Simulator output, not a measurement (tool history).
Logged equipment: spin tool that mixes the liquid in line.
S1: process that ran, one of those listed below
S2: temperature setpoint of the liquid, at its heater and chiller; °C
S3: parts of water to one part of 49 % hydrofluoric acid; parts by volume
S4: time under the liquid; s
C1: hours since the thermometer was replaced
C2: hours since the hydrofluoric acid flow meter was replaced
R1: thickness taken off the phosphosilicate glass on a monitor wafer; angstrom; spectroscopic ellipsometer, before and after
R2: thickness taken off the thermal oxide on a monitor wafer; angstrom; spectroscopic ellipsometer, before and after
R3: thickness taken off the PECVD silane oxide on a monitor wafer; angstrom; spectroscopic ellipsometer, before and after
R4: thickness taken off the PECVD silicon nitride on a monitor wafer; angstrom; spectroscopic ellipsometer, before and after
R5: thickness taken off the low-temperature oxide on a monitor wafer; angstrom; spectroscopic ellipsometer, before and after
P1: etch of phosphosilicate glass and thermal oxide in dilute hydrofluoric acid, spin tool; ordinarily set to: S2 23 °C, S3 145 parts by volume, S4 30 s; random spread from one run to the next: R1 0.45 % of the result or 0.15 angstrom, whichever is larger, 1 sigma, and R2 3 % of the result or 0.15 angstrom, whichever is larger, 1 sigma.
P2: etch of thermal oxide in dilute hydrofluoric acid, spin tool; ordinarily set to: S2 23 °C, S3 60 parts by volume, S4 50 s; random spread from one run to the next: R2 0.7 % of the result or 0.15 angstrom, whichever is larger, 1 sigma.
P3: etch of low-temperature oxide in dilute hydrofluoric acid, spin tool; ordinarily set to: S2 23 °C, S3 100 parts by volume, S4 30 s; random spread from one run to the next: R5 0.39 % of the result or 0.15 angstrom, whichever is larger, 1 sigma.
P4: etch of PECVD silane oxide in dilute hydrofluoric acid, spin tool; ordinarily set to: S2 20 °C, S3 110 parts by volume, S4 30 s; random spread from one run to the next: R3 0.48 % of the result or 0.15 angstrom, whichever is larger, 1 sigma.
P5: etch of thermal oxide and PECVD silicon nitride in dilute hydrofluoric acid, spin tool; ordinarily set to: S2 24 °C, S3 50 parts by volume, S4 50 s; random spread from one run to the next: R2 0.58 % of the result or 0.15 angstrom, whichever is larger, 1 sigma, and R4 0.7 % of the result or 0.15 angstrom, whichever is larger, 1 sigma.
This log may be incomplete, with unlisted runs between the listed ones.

run 1 hour=9.9 | S1=P1 S2=23 S3=145 S4=30 | C1=523.6 C2=155.4 | R1=322.87 R2=8.363
run 2 hour=24 | S1=P1 S2=23 S3=145 S4=30 | C1=537.7 C2=169.5 | R1=319.47 R2=8.3171
run 3 hour=40.5 | S1=P4 S2=20 S3=110 S4=30 | C1=554.2 C2=186 | R3=78.04
run 4 hour=57.7 | S1=P1 S2=27 S3=145 S4=30 | C1=571.4 C2=203.2 | R1=375.02 R2=10.407
run 5 hour=71.9 | S1=P2 S2=23 S3=60 S4=50 | C1=585.6 C2=217.4 | R2=37.867
run 6 hour=80.7 | S1=P5 S2=24 S3=50 S4=50 | C1=594.4 C2=226.2 | R2=52.025 R4=34.366
run 7 hour=96.5 | S1=P5 S2=24 S3=50 S4=50 | C1=610.2 C2=242 | R2=52.436 R4=33.608
run 8 hour=106.2 | S1=P1 S2=23 S3=145 S4=50 | C1=619.9 C2=251.7 | R1=535.89 R2=13.687
run 9 hour=120.7 | S1=P1 S2=23 S3=145 S4=30 | C1=634.4 C2=266.2 | R1=322.38 R2=8.6749
run 10 hour=132.4 | S1=P2 S2=23 S3=20 S4=50 | C1=646.1 C2=277.9 | R2=117.25
run 11 hour=149.5 | S1=P1 S2=23 S3=145 S4=30 | C1=663.2 C2=295 | R1=322.6 R2=7.9779
run 12 hour=159.4 | S1=P3 S2=19 S3=100 S4=30 | C1=673.1 C2=304.9 | R5=56.444
run 13 hour=176.5 | S1=P4 S2=20 S3=110 S4=30 | C1=690.2 C2=322 | R3=78.87
run 14 hour=188.1 | S1=P4 S2=20 S3=155 S4=30 | C1=701.8 C2=333.6 | R3=52.581
run 15 hour=198.3 | S1=P5 S2=24 S3=50 S4=85 | C1=712 C2=343.8 | R2=89.247 R4=57.747
run 16 hour=216.3 | S1=P1 S2=23 S3=145 S4=15 | C1=730 C2=361.8 | R1=160.55 R2=4.3641
run 17 hour=225.5 | S1=P3 S2=23 S3=100 S4=30 | C1=739.2 C2=371 | R5=66.281
run 18 hour=236.3 | S1=P1 S2=28.5 S3=145 S4=15 | C1=750 C2=381.8 | R1=197.51 R2=5.2052
run 19 hour=253.9 | S1=P3 S2=23 S3=100 S4=15 | C1=767.6 C2=399.4 | R5=33.32
run 20 hour=271.3 | S1=P1 S2=23 S3=145 S4=30 | C1=785 C2=416.8 | R1=320.86 R2=8.4597
run 21 hour=287 | S1=P3 S2=23 S3=165 S4=30 | C1=800.7 C2=432.5 | R5=37.482
run 22 hour=301 | S1=P1 S2=23 S3=145 S4=30 | C1=814.7 C2=446.5 | R1=321.35 R2=8.7029
run 23 hour=315.6 | S1=P1 S2=23 S3=205 S4=30 | C1=829.3 C2=461.1 | R1=211.22 R2=5.9152
run 24 hour=325.4 | S1=P5 S2=32.5 S3=50 S4=50 | C1=839.1 C2=470.9 | R2=73.213 R4=59.635
run 25 hour=337.7 | S1=P2 S2=23 S3=60 S4=25 | C1=851.4 C2=483.2 | R2=18.612
run 26 hour=355.4 | S1=P4 S2=17 S3=110 S4=30 | C1=869.1 C2=500.9 | R3=68.827
run 27 hour=368.5 | S1=P2 S2=17 S3=60 S4=50 | C1=882.2 C2=514 | R2=28.76
run 28 hour=386 | S1=P1 S2=23 S3=35 S4=30 | C1=899.7 C2=531.5 | R1=1509.3 R2=42.055
run 29 hour=398.3 | S1=P5 S2=24 S3=80 S4=50 | C1=912 C2=543.8 | R2=31.244 R4=21.397
run 30 hour=410.7 | S1=P1 S2=17 S3=145 S4=30 | C1=924.4 C2=556.2 | R1=252.2 R2=6.9558
run 31 hour=426.4 | S1=P4 S2=20 S3=110 S4=50 | C1=940.1 C2=571.9 | R3=129.15
run 32 hour=438.9 | S1=P1 S2=23 S3=145 S4=30 | C1=952.6 C2=584.4 | R1=319.37 R2=8.4408
run 33 hour=455.7 | S1=P1 S2=23 S3=145 S4=30 | C1=969.4 C2=601.2 | R1=329.42 R2=8.6177
run 34 hour=468 | S1=P1 S2=23 S3=145 S4=30 | C1=981.7 C2=613.5 | R1=334.56 R2=8.2516
run 35 hour=483 | S1=P1 S2=23 S3=145 S4=30 | C1=996.7 C2=628.5 | R1=337.86 R2=9.5146
run 36 hour=496.6 | S1=P1 S2=23 S3=145 S4=30 | C1=1010.3 C2=642.1 | R1=342.43 R2=8.9588
run 37 hour=513.9 | S1=P1 S2=23 S3=145 S4=30 | C1=1027.6 C2=659.4 | R1=346.2 R2=9.1722
run 38 hour=532.2 | S1=P1 S2=23 S3=145 S4=30 | C1=1045.9 C2=677.7 | R1=346.36 R2=9.6545
run 39 hour=548.5 | S1=P1 S2=23 S3=145 S4=30 | C1=1062.2 C2=694 | R1=348.63 R2=9.6177
run 40 hour=566.8 | S1=P1 S2=23 S3=145 S4=30 | C1=1080.5 C2=712.3 | R1=343.57 R2=9.0924
run 41 hour=575.8 | S1=P1 S2=23 S3=145 S4=30 | C1=1089.5 C2=721.3 | R1=344.86 R2=9.4025

Compared with where it was, what P1 gives has crept away. Each cause listed below fits the log as well as the rest, at the size given for it:
A: liquid hotter than its thermometer reads (K) = 1.9
B: hydrofluoric acid flow above the setpoint (%) = 6.47
The creep began at about hour 438.9.

Below are 4 check runs, each on a single wafer, with their results shown as question marks. Which of them would tell the listed causes apart, meaning the causes would give clearly different results under it?
run check 1 hour=584.8 | S1=P4 S2=20 S3=110 S4=30 | R3=?
run check 2 hour=584.8 | S1=P2 S2=23 S3=60 S4=50 | R2=?
run check 3 hour=584.8 | S1=P5 S2=24 S3=50 S4=50 | R2=? R4=?
run check 4 hour=584.8 | S1=P3 S2=23 S3=100 S4=30 | R5=?

Check results expected under each cause:
check=check_1 result=R3 if_A=84.039 if_B=83.467
check=check_2 result=R2 if_A=40.618 if_B=40.207
check=check_3 result=R2 if_A=56.476 if_B=55.867
check=check_3 result=R4 if_A=38.517 if_B=36.061
check=check_4 result=R5 if_A=71.559 if_B=71.184
Gap, in per cent, between the two causes that each check separates least, read from the result that separates them most: check 1 0.68 %; check 2 1.02 %; check 3 6.59 %; check 4 0.53 %
Check 3 is the one run that separates the causes; every other check would come out nearly the same whichever cause is at work.

Then check 3 was run and gave: R2 55.669 angstrom; R4 35.921 angstrom. Which cause is it?

It was cause B: hydrofluoric acid flow above the setpoint (%).

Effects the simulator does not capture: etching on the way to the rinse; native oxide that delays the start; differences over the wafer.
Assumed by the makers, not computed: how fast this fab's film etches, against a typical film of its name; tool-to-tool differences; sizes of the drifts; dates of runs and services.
